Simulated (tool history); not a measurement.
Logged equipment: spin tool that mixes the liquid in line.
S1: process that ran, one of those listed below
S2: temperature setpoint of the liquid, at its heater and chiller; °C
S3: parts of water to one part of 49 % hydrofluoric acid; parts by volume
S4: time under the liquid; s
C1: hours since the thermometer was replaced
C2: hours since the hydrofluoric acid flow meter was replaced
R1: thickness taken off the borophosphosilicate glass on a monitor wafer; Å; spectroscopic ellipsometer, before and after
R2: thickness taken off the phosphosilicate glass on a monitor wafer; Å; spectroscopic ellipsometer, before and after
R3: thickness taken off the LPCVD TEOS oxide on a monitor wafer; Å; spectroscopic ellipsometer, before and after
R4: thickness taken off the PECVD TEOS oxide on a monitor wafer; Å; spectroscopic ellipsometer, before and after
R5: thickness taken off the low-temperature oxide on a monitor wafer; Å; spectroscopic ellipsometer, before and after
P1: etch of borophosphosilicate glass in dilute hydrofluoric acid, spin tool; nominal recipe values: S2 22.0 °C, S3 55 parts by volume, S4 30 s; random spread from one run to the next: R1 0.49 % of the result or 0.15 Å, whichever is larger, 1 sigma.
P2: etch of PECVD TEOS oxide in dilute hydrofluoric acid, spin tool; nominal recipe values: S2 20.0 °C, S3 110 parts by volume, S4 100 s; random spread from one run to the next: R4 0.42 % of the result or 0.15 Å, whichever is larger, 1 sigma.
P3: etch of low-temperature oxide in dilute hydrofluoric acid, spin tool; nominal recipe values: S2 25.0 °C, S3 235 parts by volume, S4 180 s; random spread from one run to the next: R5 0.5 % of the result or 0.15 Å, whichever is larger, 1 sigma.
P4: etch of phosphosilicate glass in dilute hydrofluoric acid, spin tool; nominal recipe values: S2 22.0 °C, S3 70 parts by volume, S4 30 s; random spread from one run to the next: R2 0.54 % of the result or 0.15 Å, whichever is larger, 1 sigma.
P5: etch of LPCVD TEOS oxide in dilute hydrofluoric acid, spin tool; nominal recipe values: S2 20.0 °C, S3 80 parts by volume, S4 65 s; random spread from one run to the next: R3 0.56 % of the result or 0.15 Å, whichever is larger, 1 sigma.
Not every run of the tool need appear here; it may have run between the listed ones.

| run | hour | S1 | S2 | S3 | S4 | C1 | C2 | R1 | R2 | R3 | R4 | R5 |
|---|---|---|---|---|---|---|---|---|---|---|---|---|
| 1 | 4.0 | P1 | 22.0 | 55 | 30 | 213.7 | 422.8 | 214.35 |  |  |  |  |
| 2 | 6.4 | P4 | 22.0 | 70 | 15 | 216.1 | 425.2 |  | 197.92 |  |  |  |
| 3 | 10.2 | P5 | 20.0 | 80 | 15 | 219.9 | 429.0 |  |  | 39.633 |  |  |
| 4 | 13.2 | P2 | 20.0 | 110 | 100 | 222.9 | 432.0 |  |  |  | 90.146 |  |
| 5 | 18.1 | P5 | 27.5 | 80 | 65 | 227.8 | 436.9 |  |  | 232.230 |  |  |
| 6 | 21.7 | P5 | 20.0 | 45 | 65 | 231.4 | 440.5 |  |  | 315.190 |  |  |
| 7 | 25.4 | P2 | 20.0 | 150 | 100 | 235.1 | 444.2 |  |  |  | 63.274 |  |
| 8 | 29.7 | P1 | 17.0 | 55 | 30 | 239.4 | 448.5 | 174.18 |  |  |  |  |
| 9 | 33.8 | P5 | 20.0 | 80 | 65 | 243.5 | 452.6 |  |  | 172.680 |  |  |
| 10 | 36.5 | P1 | 28.5 | 55 | 15 | 246.2 | 455.3 | 140.29 |  |  |  |  |
| 11 | 39.3 | P3 | 31.5 | 235 | 180 | 249.0 | 458.1 |  |  |  |  | 207.930 |
|  | 39.5 | thermometer replaced |
| 12 | 42.4 | P4 | 22.0 | 40 | 30 | 2.9 | 461.2 |  | 725.79 |  |  |  |
| 13 | 44.9 | P1 | 22.0 | 55 | 15 | 5.4 | 463.7 | 108.30 |  |  |  |  |
| 14 | 48.8 | P1 | 22.0 | 55 | 30 | 9.3 | 467.6 | 216.56 |  |  |  |  |
| 15 | 53.1 | P1 | 18.5 | 55 | 50 | 13.6 | 471.9 | 310.23 |  |  |  |  |
| 16 | 57.5 | P1 | 22.0 | 55 | 60 | 18.0 | 476.3 | 433.40 |  |  |  |  |
| 17 | 59.9 | P1 | 22.0 | 30 | 30 | 20.4 | 478.7 | 410.52 |  |  |  |  |
| 18 | 65.0 | P1 | 22.0 | 55 | 30 | 25.5 | 483.8 | 216.45 |  |  |  |  |
| 19 | 68.2 | P1 | 22.0 | 55 | 30 | 28.7 | 487.0 | 217.56 |  |  |  |  |
| 20 | 72.6 | P5 | 20.0 | 80 | 65 | 33.1 | 491.4 |  |  | 172.030 |  |  |
| 21 | 76.7 | P4 | 17.0 | 70 | 30 | 37.2 | 495.5 |  | 320.13 |  |  |  |
| 22 | 78.9 | P4 | 22.0 | 70 | 30 | 39.4 | 497.7 |  | 397.06 |  |  |  |
| 23 | 83.3 | P3 | 25.0 | 355 | 180 | 43.8 | 502.1 |  |  |  |  | 96.636 |
| 24 | 87.9 | P2 | 20.0 | 110 | 180 | 48.4 | 506.7 |  |  |  | 161.240 |  |
| 25 | 91.4 | P2 | 20.0 | 110 | 100 | 51.9 | 510.2 |  |  |  | 90.417 |  |
| 26 | 94.0 | P1 | 22.0 | 55 | 30 | 54.5 | 512.8 | 216.48 |  |  |  |  |
| 27 | 96.6 | P1 | 22.0 | 95 | 30 | 57.1 | 515.4 | 118.77 |  |  |  |  |
| 28 | 101.4 | P1 | 22.0 | 55 | 30 | 61.9 | 520.2 | 216.80 |  |  |  |  |
| 29 | 104.6 | P1 | 28.5 | 55 | 30 | 65.1 | 523.4 | 280.76 |  |  |  |  |
| 30 | 108.8 | P3 | 25.0 | 235 | 25 | 69.3 | 527.6 |  |  |  |  | 22.805 |
| 31 | 111.0 | P4 | 22.0 | 70 | 30 | 71.5 | 529.8 |  | 395.17 |  |  |  |
| 32 | 114.9 | P3 | 25.0 | 235 | 180 | 75.4 | 533.7 |  |  |  |  | 164.020 |
| 33 | 117.5 | P2 | 17.0 | 110 | 100 | 78.0 | 536.3 |  |  |  | 78.692 |  |
| 34 | 121.6 | P1 | 22.0 | 55 | 30 | 82.1 | 540.4 | 216.49 |  |  |  |  |
| 35 | 125.7 | P1 | 22.0 | 55 | 30 | 86.2 | 544.5 | 209.40 |  |  |  |  |
| 36 | 130.2 | P1 | 22.0 | 55 | 30 | 90.7 | 549.0 | 203.10 |  |  |  |  |
| 37 | 134.4 | P1 | 22.0 | 55 | 30 | 94.9 | 553.2 | 200.33 |  |  |  |  |
| 38 | 136.8 | P1 | 22.0 | 55 | 30 | 97.3 | 555.6 | 200.07 |  |  |  |  |
| 39 | 139.1 | P1 | 22.0 | 55 | 30 | 99.6 | 557.9 | 197.78 |  |  |  |  |
| 40 | 142.5 | P1 | 22.0 | 55 | 30 | 103.0 | 561.3 | 198.47 |  |  |  |  |
| 41 | 145.6 | P1 | 22.0 | 55 | 30 | 106.1 | 564.4 | 197.58 |  |  |  |  |
| 42 | 147.8 | P1 | 22.0 | 55 | 30 | 108.3 | 566.6 | 196.47 |  |  |  |  |
| 43 | 152.3 | P1 | 22.0 | 55 | 30 | 112.8 | 571.1 | 197.40 |  |  |  |  |
| 44 | 157.2 | P1 | 22.0 | 55 | 30 | 117.7 | 576.0 | 197.11 |  |  |  |  |
| 45 | 161.4 | P1 | 22.0 | 55 | 30 | 121.9 | 580.2 | 194.40 |  |  |  |  |

P1 no longer gives what it gave before; its output has crept away from where it was. The following 2 causes, each at its listed size, fit the log equally well:
A: liquid colder than its thermometer reads (K) = 2.41
B: hydrofluoric acid flow below the setpoint (%) = 9.01
Onset of the creep was near hour 121.6.

4 check runs are offered, each on 2 wafers whose results are averaged, their results left as question marks. Which one tells the causes apart?
| check 1 | 165.6 | P5 | 20.0 | 80 | 65 |  |  |  |  | ? |  |  |
| check 2 | 165.6 | P3 | 25.0 | 235 | 180 |  |  |  |  |  |  | ? |
| check 3 | 165.6 | P4 | 22.0 | 70 | 30 |  |  |  | ? |  |  |  |
| check 4 | 165.6 | P2 | 20.0 | 110 | 100 |  |  |  |  |  | ? |  |

What each check would give under each cause:
| check | result | if A | if B |
|---|---|---|---|
| check 1 | R3 | 154.820 | 154.490 |
| check 2 | R5 | 150.710 | 146.050 |
| check 3 | R2 | 359.90 | 358.98 |
| check 4 | R4 | 81.121 | 80.568 |
Per check, the gap between the least separated pair of causes, taken in the result that splits them most: check 1 0.21 %; check 2 3.15 %; check 3 0.26 %; check 4 0.68 %
Check 2 distinguishes between the causes, while the remaining checks would return nearly the same result for all of them.

After running check 2, the following was obtained: R5 146.150 Å. Which cause does this point to?

It is B: hydrofluoric acid flow below the setpoint (%).
